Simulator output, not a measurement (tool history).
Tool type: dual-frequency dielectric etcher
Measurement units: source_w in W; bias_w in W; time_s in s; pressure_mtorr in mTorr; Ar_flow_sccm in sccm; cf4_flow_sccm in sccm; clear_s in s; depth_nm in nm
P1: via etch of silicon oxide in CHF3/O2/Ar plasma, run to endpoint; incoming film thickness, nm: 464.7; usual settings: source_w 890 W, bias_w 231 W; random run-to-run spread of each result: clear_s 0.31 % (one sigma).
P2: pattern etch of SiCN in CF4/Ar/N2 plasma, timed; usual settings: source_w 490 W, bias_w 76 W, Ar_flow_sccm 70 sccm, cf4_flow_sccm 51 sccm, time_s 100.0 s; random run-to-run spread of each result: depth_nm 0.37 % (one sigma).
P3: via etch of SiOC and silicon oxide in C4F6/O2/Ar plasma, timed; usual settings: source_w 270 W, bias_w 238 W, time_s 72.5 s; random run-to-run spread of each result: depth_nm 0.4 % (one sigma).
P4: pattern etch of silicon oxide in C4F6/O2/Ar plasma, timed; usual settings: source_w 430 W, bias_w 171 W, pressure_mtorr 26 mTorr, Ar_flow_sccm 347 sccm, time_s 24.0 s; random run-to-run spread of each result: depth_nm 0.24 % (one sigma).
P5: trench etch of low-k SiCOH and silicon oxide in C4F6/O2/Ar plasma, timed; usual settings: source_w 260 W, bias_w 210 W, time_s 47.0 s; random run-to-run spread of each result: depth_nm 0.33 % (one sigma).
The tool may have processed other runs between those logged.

run   hour  process  source_w  bias_w  time_s  pressure_mtorr  Ar_flow_sccm  cf4_flow_sccm  hours since the last wet clean  hours since the last source power generator calibration  hours since the last bias power generator calibration  clear_s  depth_nm
  1    8.8       P1       890     231                                                                                260.8                                                    996.9                                                 1422.0   183.88
  2   24.4       P3       180     238    72.5                                                                        276.4                                                   1012.5                                                 1437.6             64.617
  3   34.4       P5       260     210    47.0                                                                        286.4                                                   1022.5                                                 1447.6            136.670
  4   46.7       P4       430     209    24.0              26           347                                          298.7                                                   1034.8                                                 1459.9             81.480
  5   56.6       P4       430     171    24.0              32           347                                          308.6                                                   1044.7                                                 1469.8             74.261
  6   72.4       P4       430     171    24.0              26           218                                          324.4                                                   1060.5                                                 1485.6             80.247
  7   84.2       P4       430     171    35.0              26           347                                          336.2                                                   1072.3                                                 1497.4            111.460
  8   99.5       P2       490      76   100.0                            70             51                           351.5                                                   1087.6                                                 1512.7             95.322
  9  108.7       P1       890     273                                                                                360.7                                                   1096.8                                                 1521.9   172.95
 10  122.4       P1       890     231                                                                                374.4                                                   1110.5                                                 1535.6   184.22
 11  134.1       P1       890     231                                                                                386.1                                                   1122.2                                                 1547.3   183.32
 12  147.6       P4       260     171    24.0              26           347                                          399.6                                                   1135.7                                                 1560.8             62.679
 13  162.3       P1       630     172                                                                                414.3                                                   1150.4                                                 1575.5   233.08
 14  170.5       P5       260     124    47.0                                                                        422.5                                                   1158.6                                                 1583.7            115.150
 15  182.7       P1       600     231                                                                                434.7                                                   1170.8                                                 1595.9   214.14
 16  194.8       P1       570     155                                                                                446.8                                                   1182.9                                                 1608.0   249.97
 17  207.5       P1      1190     231                                                                                459.5                                                   1195.6                                                 1620.7   163.95
 18  223.2       P1       890     231                                                                                475.2                                                   1211.3                                                 1636.4   183.33
 19  238.0       P2       490      54   100.0                            70             51                           490.0                                                   1226.1                                                 1651.2             84.253
 20  250.1       P2       490      76    78.0                            70             51                           502.1                                                   1238.2                                                 1663.3             73.912
 21  264.3       P3       270     238    72.5                                                                        516.3                                                   1252.4                                                 1677.5             75.637
     269.3  -- bias power generator calibrated
 22  274.8       P2       580      76   100.0                            70             51                           526.8                                                   1262.9                                                    5.5            109.820
 23  289.0       P3       270     238    72.5                                                                        541.0                                                   1277.1                                                   19.7             75.774
 24  297.2       P5       180     210    47.0                                                                        549.2                                                   1285.3                                                   27.9            118.200
 25  304.2       P3       270     238    98.0                                                                        556.2                                                   1292.3                                                   34.9            102.180
 26  317.2       P3       270     150    72.5                                                                        569.2                                                   1305.3                                                   47.9             65.244
 27  328.5       P1       890     231                                                                                580.5                                                   1316.6                                                   59.2   183.83
 28  344.0       P1       890     144                                                                                596.0                                                   1332.1                                                   74.7   214.75
 29  357.1       P5       260     210    47.0                                                                        609.1                                                   1345.2                                                   87.8            136.130
 30  369.7       P1       890     231                                                                                621.7                                                   1357.8                                                  100.4   183.71
 31  385.4       P2       490      76   100.0                            70             51                           637.4                                                   1373.5                                                  116.1             95.189
 32  399.5       P5       260     210    63.0                                                                        651.5                                                   1387.6                                                  130.2            181.640
 33  412.9       P1       640     148                                                                                664.9                                                   1401.0                                                  143.6   242.46
 34  425.1       P2       490      76   100.0                            70             70                           677.1                                                   1413.2                                                  155.8             99.547
 35  436.3       P2       490      76   100.0                            85             51                           688.3                                                   1424.4                                                  167.0             92.392
 36  447.1       P4       430     171    24.0              26           347                                          699.1                                                   1435.2                                                  177.8             75.930
 37  457.5       P1       890     231                                                                                709.5                                                   1445.6                                                  188.2   183.45
 38  466.4       P1       890     231                                                                                718.4                                                   1454.5                                                  197.1   183.57
 39  474.7       P1       890     231                                                                                726.7                                                   1462.8                                                  205.4   183.22
 40  482.8       P1       890     231                                                                                734.8                                                   1470.9                                                  213.5   182.72
 41  496.5       P1       890     231                                                                                748.5                                                   1484.6                                                  227.2   182.64
     503.1  -- wet clean of the chamber
 42  507.0       P1       890     231                                                                                  4.0                                                   1495.1                                                  237.7   181.87
 43  514.1       P1       890     231                                                                                 11.1                                                   1502.2                                                  244.8   182.15
 44  525.3       P1       890     231                                                                                 22.3                                                   1513.4                                                  256.0   180.42
 45  536.9       P1       890     231                                                                                 33.9                                                   1525.0                                                  267.6   180.72
 46  543.9       P1       890     231                                                                                 40.9                                                   1532.0                                                  274.6   181.46
 47  559.2       P1       890     231                                                                                 56.2                                                   1547.3                                                  289.9   180.78
 48  567.8       P1       890     231                                                                                 64.8                                                   1555.9                                                  298.5   181.53

The output of P1 has drifted from where it used to be. Each of the 2 causes below, taken at the size shown beside it, accounts for the log equally well:
A: source power that arrives over what is set, % = 4.23
B: bias power that arrives over what is set, % = 4.67
The process output started creeping at around hour 457.5.
What rules out each remaining cause:
chamber walls in a state that raises the etch rate, %: its service at hour 503.1 followed the start of the drift and did not put the process back to its old value

Below are 4 check runs, each averaged over 2 wafers, with their results shown as question marks. Which of them would give clearly different results depending on which cause is behind the drift?
check 1  576.4       P3       220     238    90.0                                                                                                                                                                                                               ?
check 2  576.4       P5       190     210    47.0                                                                                                                                                                                                               ?
check 3  576.4       P2       570      55   100.0                            70             51                                                                                                                                                                  ?
check 4  576.4       P4       330     171    24.0              26           347                                                                                                                                                                                 ?

How each check would come out, cause by cause:
  check    result     if A     if B
check 1  depth_nm   88.235   88.282
check 2  depth_nm  122.570  122.560
check 3  depth_nm  101.470   99.240
check 4  depth_nm   69.881   69.770
Per check, the gap between the least separated pair of causes, taken in the result that splits them most: check 1 0.05 %; check 2 0 %; check 3 2.22 %; check 4 0.16 %
Only in check 3 would the causes give clearly different results; in the remaining checks their results would be nearly the same.

Check 3 was carried out, with these results: depth_nm 99.400 nm. Which of the listed causes is responsible?

It was cause B: bias power that arrives over what is set, %.
